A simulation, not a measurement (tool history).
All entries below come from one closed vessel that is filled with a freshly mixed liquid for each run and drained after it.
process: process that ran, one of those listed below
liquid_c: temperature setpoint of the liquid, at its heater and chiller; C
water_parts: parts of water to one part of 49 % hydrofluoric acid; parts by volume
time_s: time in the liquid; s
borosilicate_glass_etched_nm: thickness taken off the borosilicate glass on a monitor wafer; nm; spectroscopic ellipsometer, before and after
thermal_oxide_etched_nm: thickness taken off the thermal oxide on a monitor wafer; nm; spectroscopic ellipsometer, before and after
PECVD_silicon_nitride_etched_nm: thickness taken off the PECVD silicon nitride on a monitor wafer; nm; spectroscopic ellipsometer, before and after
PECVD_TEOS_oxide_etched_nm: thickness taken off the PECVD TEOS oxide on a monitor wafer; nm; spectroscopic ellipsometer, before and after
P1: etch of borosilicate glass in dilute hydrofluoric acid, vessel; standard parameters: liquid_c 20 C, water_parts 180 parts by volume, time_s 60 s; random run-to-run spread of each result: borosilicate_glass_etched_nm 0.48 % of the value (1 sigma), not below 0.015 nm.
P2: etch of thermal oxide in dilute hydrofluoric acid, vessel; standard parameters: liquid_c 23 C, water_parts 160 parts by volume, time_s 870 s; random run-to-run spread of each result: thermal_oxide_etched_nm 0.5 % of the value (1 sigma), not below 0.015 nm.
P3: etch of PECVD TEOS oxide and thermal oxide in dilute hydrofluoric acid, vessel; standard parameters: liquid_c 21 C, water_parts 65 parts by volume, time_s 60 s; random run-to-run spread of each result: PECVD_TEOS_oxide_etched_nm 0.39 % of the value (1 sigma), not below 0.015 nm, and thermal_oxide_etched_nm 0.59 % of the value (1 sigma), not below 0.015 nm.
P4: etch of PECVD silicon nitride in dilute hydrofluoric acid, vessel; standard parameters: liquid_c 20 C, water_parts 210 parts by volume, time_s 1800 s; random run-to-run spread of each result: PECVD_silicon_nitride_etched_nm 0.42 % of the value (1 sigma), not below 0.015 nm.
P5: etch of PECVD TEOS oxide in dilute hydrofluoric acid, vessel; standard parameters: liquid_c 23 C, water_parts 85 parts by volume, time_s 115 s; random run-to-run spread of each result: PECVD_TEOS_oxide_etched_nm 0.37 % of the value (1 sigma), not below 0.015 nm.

run     day  process  liquid_c  water_parts  time_s  borosilicate_glass_etched_nm  thermal_oxide_etched_nm  PECVD_silicon_nitride_etched_nm  PECVD_TEOS_oxide_etched_nm
  1   0.342       P1        20          180      60                        11.993
  2   0.654       P1        20          295      60                        6.6489
  3   0.996       P1        25          180      60                        14.534
  4   1.162       P2        23          160     870                                                 23.659
  5   1.479       P1        20          180      60                        12.113
  6   1.808       P4        20          210    3530                                                                                  28.291
  7   2.146       P5        23           85     115                                                                                                              17.564
  8   2.338       P1        20          180      30                        6.0536
  9     2.7       P4        25          210    1800                                                                                  20.039
 10     2.9       P2        23          160      30                                                0.83384
 11   3.188       P3        17           65      60                                                 3.5792                                                       11.418
 12   3.467       P3        21           65      60                                                 4.2481                                                       13.453
 13   3.829       P1        17          180      90                        16.151
 14   4.071       P4        20          380    1800                                                                                  8.1862
 15   4.379       P2        23          100     870                                                  40.39
 16   4.629       P5        23           85      30                                                                                                               4.551
 17   4.858       P5        23          135     115                                                                                                              10.345
 18   5.125       P3        21           65     110                                                 7.8834                                                       24.889
 19   5.471       P1        17          180      60                        10.704
 20   5.754       P3        21          115      60                                                 2.2678                                                       7.1754
 21   6.108       P1        20          180      60                        12.023
 22   6.325       P1        20          180     115                        23.037
 23   6.562       P1        20          180      60                        11.986
 24   6.862       P1        20          285      30                        3.4471
 25     7.1       P1        20           90      60                        26.598
 26   7.283       P5        17           85     115                                                                                                              13.585
 27   7.538       P4        20          210    1800                                                                                  14.464
 28   7.758       P2        23          160     870                                                 23.866
 29   8.121       P2        17          160     870                                                 18.876
 30   8.371       P1        20          180      60                        12.048
 31     8.6       P1        20          180      60                        11.799
 32   8.975       P1        20          180      60                        11.652
 33   9.212       P1        20          180      60                        11.442
 34   9.558       P1        20          180      60                        11.477
 35     9.8       P1        20          180      60                        11.347
 36  10.112       P1        20          180      60                        11.345
 37  10.438       P1        20          180      60                        11.411
 38  10.817       P1        20          180      60                        11.344
 39  11.142       P1        20          180      60                        11.348

Something has made what P1 gives creep away from where it was; the 2 causes below, each at its own stated size, fit the log equally well:
A: hydrofluoric acid flow below the setpoint (%) = 4.78
B: liquid colder than its thermometer reads (K) = 1.48
Creep in the process output first set in at about day 8.371.

Consider the 4 single-wafer check runs listed below, results given as question marks: which one distinguishes between the causes by giving clearly different results for each?
check 1  11.467       P5        17           85      30                                                                                                                   ?
check 2  11.467       P3        17          105      60                                                      ?                                                            ?
check 3  11.467       P4        20          375    1800                                                                                       ?
check 4  11.467       P2        17          160     495                                                      ?

How each check would come out, cause by cause:
  check                           result    if A    if B
check 1       PECVD_TEOS_oxide_etched_nm  3.3681   3.335
check 2          thermal_oxide_etched_nm  2.0261  2.0094
check 2       PECVD_TEOS_oxide_etched_nm  6.3938   6.341
check 3  PECVD_silicon_nitride_etched_nm  7.8888  7.5381
check 4          thermal_oxide_etched_nm  10.085  10.043
Minimum pairwise separation of causes per check, each pair taken at its best-separating result: check 1 0.99 %; check 2 0.83 %; check 3 4.55 %; check 4 0.42 %
Of the check runs offered, only check 3 discriminates between the causes; the rest would read about the same regardless of which cause applies.

With check 3 done, the readings were: PECVD_silicon_nitride_etched_nm 7.5958 nm. Identify which of the listed causes applies.

The correct cause is B, namely: liquid colder than its thermometer reads (K).

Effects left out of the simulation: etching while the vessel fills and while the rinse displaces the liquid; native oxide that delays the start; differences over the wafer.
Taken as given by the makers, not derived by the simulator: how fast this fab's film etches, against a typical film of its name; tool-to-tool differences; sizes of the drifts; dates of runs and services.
